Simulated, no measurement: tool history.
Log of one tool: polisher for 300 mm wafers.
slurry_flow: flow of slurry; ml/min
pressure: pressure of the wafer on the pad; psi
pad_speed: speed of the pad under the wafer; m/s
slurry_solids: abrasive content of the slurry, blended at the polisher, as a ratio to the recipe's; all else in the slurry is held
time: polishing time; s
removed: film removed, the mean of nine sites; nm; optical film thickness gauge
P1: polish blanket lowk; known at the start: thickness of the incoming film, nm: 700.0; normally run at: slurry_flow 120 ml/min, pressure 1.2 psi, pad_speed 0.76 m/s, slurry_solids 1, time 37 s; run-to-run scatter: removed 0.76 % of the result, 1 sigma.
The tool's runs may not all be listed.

| run | day | slurry_flow | pressure | pad_speed | slurry_solids | time | wafers polished on this pad | hours since the slurry nozzle was cleaned | hours since the head pressure was calibrated | hours since the slurry blender was calibrated | hours since the conditioning disc was replaced | removed |
|---|---|---|---|---|---|---|---|---|---|---|---|---|
| 1 | 0.542 | 120 | 1.2 | 0.76 | 1 | 37 | 443 | 67.7 | 239.5 | 112.4 | 135.8 | 6.8242 |
|  | 0.925 | slurry nozzle cleaned |
| 2 | 1.108 | 120 | 1.2 | 0.76 | 1 | 37 | 563 | 4.5 | 253.1 | 126 | 149.4 | 6.7786 |
| 3 | 1.492 | 120 | 1.2 | 0.34 | 1 | 37 | 644 | 13.7 | 262.3 | 135.2 | 158.6 | 3.55 |
| 4 | 2.054 | 120 | 1.2 | 0.76 | 1.5 | 37 | 763 | 27.2 | 275.8 | 148.7 | 172.1 | 8.0521 |
| 5 | 2.35 | 120 | 1.5 | 0.76 | 1 | 37 | 825 | 34.3 | 282.9 | 155.8 | 179.2 | 8.6404 |
| 6 | 2.638 | 185 | 1.2 | 0.76 | 1 | 37 | 886 | 41.2 | 289.8 | 162.7 | 186.1 | 7.3162 |
| 7 | 3.012 | 120 | 1.2 | 0.76 | 1 | 37 | 965 | 50.2 | 298.8 | 171.7 | 195.1 | 6.7385 |
| 8 | 3.296 | 120 | 0.8 | 0.76 | 1 | 37 | 1025 | 57 | 305.6 | 178.5 | 201.9 | 4.575 |
| 9 | 3.558 | 120 | 1.2 | 0.56 | 1 | 25 | 1080 | 63.3 | 311.9 | 184.8 | 208.2 | 3.6534 |
| 10 | 3.954 | 120 | 1.2 | 0.76 | 1 | 37 | 1164 | 72.8 | 321.4 | 194.3 | 217.7 | 6.7917 |
| 11 | 4.217 | 70 | 1.2 | 0.76 | 1 | 37 | 1219 | 79.1 | 327.7 | 200.6 | 224 | 5.8542 |
| 12 | 4.658 | 120 | 1.2 | 0.76 | 1 | 37 | 1312 | 89.7 | 338.3 | 211.2 | 234.6 | 6.7683 |
| 13 | 5.204 | 120 | 1.2 | 0.76 | 1 | 25 | 1427 | 102.8 | 351.4 | 224.3 | 247.7 | 4.6109 |
| 14 | 5.679 | 120 | 1.2 | 1.18 | 1 | 37 | 1528 | 114.2 | 362.8 | 235.7 | 259.1 | 9.6197 |
|  | 5.954 | worn pad replaced by a new one |
| 15 | 6.012 | 120 | 1.2 | 0.76 | 1 | 37 | 12 | 122.2 | 370.8 | 243.7 | 267.1 | 6.8096 |
| 16 | 6.508 | 120 | 1.2 | 0.76 | 0.55 | 37 | 117 | 134.1 | 382.7 | 255.6 | 279 | 4.9261 |
| 17 | 6.904 | 120 | 1.2 | 0.76 | 1 | 37 | 200 | 143.6 | 392.2 | 265.1 | 288.5 | 6.7197 |
| 18 | 7.429 | 120 | 1.2 | 0.76 | 1 | 57 | 311 | 156.2 | 404.8 | 277.7 | 301.1 | 10.566 |
| 19 | 7.888 | 120 | 1.2 | 0.76 | 1 | 37 | 408 | 167.2 | 415.8 | 288.7 | 312.1 | 6.7861 |
| 20 | 8.421 | 120 | 1.2 | 0.76 | 1 | 37 | 520 | 180 | 428.6 | 301.5 | 324.9 | 6.3986 |
| 21 | 9 | 120 | 1.2 | 0.76 | 1 | 37 | 643 | 193.9 | 442.5 | 315.4 | 338.8 | 6.3015 |
| 22 | 9.438 | 120 | 1.2 | 0.76 | 1 | 37 | 735 | 204.4 | 453 | 325.9 | 349.3 | 6.1761 |

The next listed run, before its measurement:
|  | 9.658 | slurry blender recalibrated |
|  | 9.825 | conditioning disc replaced and pad reconditioned |
| 23 | 9.888 | 120 | 1.2 | 0.76 | 1 | 37 | 830 | 215.2 | 463.8 | 5.6 | 1.5 | ? |

Run 23 gave removed 6.0839 nm.
